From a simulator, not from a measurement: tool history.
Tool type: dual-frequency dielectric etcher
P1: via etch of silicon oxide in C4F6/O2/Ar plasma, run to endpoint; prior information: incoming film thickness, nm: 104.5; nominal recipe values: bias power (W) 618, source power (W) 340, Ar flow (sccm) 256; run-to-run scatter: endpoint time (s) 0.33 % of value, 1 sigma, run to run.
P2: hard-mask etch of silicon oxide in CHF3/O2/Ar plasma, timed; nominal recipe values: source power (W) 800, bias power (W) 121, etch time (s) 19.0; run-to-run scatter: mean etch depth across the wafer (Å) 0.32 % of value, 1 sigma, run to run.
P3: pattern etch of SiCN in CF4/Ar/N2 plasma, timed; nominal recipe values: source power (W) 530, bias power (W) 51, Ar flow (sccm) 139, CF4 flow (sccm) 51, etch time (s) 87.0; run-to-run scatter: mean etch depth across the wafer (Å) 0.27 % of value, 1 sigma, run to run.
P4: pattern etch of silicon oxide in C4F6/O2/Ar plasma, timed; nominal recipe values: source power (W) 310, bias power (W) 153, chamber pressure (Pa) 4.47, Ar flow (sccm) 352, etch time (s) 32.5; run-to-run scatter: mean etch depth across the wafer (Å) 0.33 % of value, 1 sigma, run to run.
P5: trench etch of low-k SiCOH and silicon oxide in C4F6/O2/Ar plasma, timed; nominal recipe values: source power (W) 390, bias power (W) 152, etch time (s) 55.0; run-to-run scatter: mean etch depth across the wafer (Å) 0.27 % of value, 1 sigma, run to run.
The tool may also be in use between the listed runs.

run   hour  process that ran  bias power (W)  source power (W)  Ar flow (sccm)  etch time (s)  chamber pressure (Pa)  CF4 flow (sccm)  hours since the last wet clean  hours since the last bias power generator calibration  hours since the last source power generator calibration  hours since the last Ar flow controller change  endpoint time (s)  mean etch depth across the wafer (Å)
  1   13.4                P1             618               340             256                                                                                   81.0                                                 1215.5                                                   1986.4                                          1402.8             23.113
  2   23.2                P2             121              1080                           19.0                                                                    90.8                                                 1225.3                                                   1996.2                                          1412.6                                                   406.91
  3   30.7                P1             755               340             256                                                                                   98.3                                                 1232.8                                                   2003.7                                          1420.1             21.131
  4   43.2                P1             618               340             256                                                                                  110.8                                                 1245.3                                                   2016.2                                          1432.6             22.813
  5   53.4                P4             153               310             352           32.5                   5.27                                            121.0                                                 1255.5                                                   2026.4                                          1442.8                                                   842.86
  6   66.2                P1             506               340             256                                                                                  133.8                                                 1268.3                                                   2039.2                                          1455.6             24.731
  7   76.5                P1             618               340             317                                                                                  144.1                                                 1278.6                                                   2049.5                                          1465.9             23.477
  8   90.1                P3              51               530             139           87.0                                      40                           157.7                                                 1292.2                                                   2063.1                                          1479.5                                                   660.08
  9   99.7                P1             618               340             183                                                                                  167.3                                                 1301.8                                                   2072.7                                          1489.1             22.109
 10  112.2                P1             618               340             256                                                                                  179.8                                                 1314.3                                                   2085.2                                          1501.6             22.915
 11  121.9                P4             153               310             420           32.5                   4.47                                            189.5                                                 1324.0                                                   2094.9                                          1511.3                                                   845.71
 12  135.3                P3              51               690             139           87.0                                      51                           202.9                                                 1337.4                                                   2108.3                                          1524.7                                                   869.08
 13  146.7                P4             153               310             352           40.5                   4.47                                            214.3                                                 1348.8                                                   2119.7                                          1536.1                                                  1067.10
 14  155.7                P3              51               530             139           87.0                                      51                           223.3                                                 1357.8                                                   2128.7                                          1545.1                                                   693.94
 15  165.2                P2              71               800                           19.0                                                                   232.8                                                 1367.3                                                   2138.2                                          1554.6                                                   310.83
 16  177.5                P5             199               390                           55.0                                                                   245.1                                                 1379.6                                                   2150.5                                          1566.9                                                  1886.30
 17  189.6                P3              67               530             139           87.0                                      51                           257.2                                                 1391.7                                                   2162.6                                          1579.0                                                   761.82
 18  203.7                P1             618               440             256                                                                                  271.3                                                 1405.8                                                   2176.7                                          1593.1             20.827
 19  218.6                P1             618               340             256                                                                                  286.2                                                 1420.7                                                   2191.6                                          1608.0             22.962
 20  228.4                P4             153               310             352           32.5                   4.47                                            296.0                                                 1430.5                                                   2201.4                                          1617.8                                                   861.86
 21  238.2                P3              51               530             139           49.5                                      51                           305.8                                                 1440.3                                                   2211.2                                          1627.6                                                   393.31
 22  248.6                P1             618               230             256                                                                                  316.2                                                 1450.7                                                   2221.6                                          1638.0             26.360
 23  259.0                P5             152               390                           55.0                                                                   326.6                                                 1461.1                                                   2232.0                                          1648.4                                                  1727.10
 24  267.6                P4             153               310             352           32.5                   4.47                                            335.2                                                 1469.7                                                   2240.6                                          1657.0                                                   859.00
     278.7  -- source power generator calibrated
 25  282.2                P5             152               390                           55.0                                                                   349.8                                                 1484.3                                                      3.5                                          1671.6                                                  1732.40
 26  289.4                P1             618               340             256                                                                                  357.0                                                 1491.5                                                     10.7                                          1678.8             22.955
 27  300.5                P2             121               800                           23.5                                                                   368.1                                                 1502.6                                                     21.8                                          1689.9                                                   448.81
 28  308.8                P4             153               380             352           32.5                   4.47                                            376.4                                                 1510.9                                                     30.1                                          1698.2                                                   924.23
 29  316.1                P1             618               340             256                                                                                  383.7                                                 1518.2                                                     37.4                                          1705.5             22.874
     316.8  -- bias power generator calibrated
 30  327.8                P5             152               390                           36.5                                                                   395.4                                                   11.0                                                     49.1                                          1717.2                                                  1144.30
 31  343.4                P1             618               270             158                                                                                  411.0                                                   26.6                                                     64.7                                          1732.8             23.574
 32  354.0                P3              51               530              96           87.0                                      51                           421.6                                                   37.2                                                     75.3                                          1743.4                                                   741.48
 33  367.7                P4             212               310             352           32.5                   4.47                                            435.3                                                   50.9                                                     89.0                                          1757.1                                                   955.97
 34  374.7                P5             152               250                           55.0                                                                   442.3                                                   57.9                                                     96.0                                          1764.1                                                  1453.10
 35  382.6                P2             121               800                           19.0                                                                   450.2                                                   65.8                                                    103.9                                          1772.0                                                   363.40
 36  396.9                P1             618               340             256                                                                                  464.5                                                   80.1                                                    118.2                                          1786.3             22.902
 37  404.1                P1             618               340             256                                                                                  471.7                                                   87.3                                                    125.4                                          1793.5             22.827
 38  414.2                P1             618               340             256                                                                                  481.8                                                   97.4                                                    135.5                                          1803.6             22.716
 39  429.4                P1             618               340             256                                                                                  497.0                                                  112.6                                                    150.7                                          1818.8             22.622
 40  436.4                P1             618               340             256                                                                                  504.0                                                  119.6                                                    157.7                                          1825.8             22.723

Run 41, settings as shown, results not yet in. Your forecast:
 41  443.9                P1             618               340             256                                                                                  511.5                                                  127.1                                                    165.2                                          1833.3                  ?

For run 41 the tool returned endpoint time (s) 22.600.

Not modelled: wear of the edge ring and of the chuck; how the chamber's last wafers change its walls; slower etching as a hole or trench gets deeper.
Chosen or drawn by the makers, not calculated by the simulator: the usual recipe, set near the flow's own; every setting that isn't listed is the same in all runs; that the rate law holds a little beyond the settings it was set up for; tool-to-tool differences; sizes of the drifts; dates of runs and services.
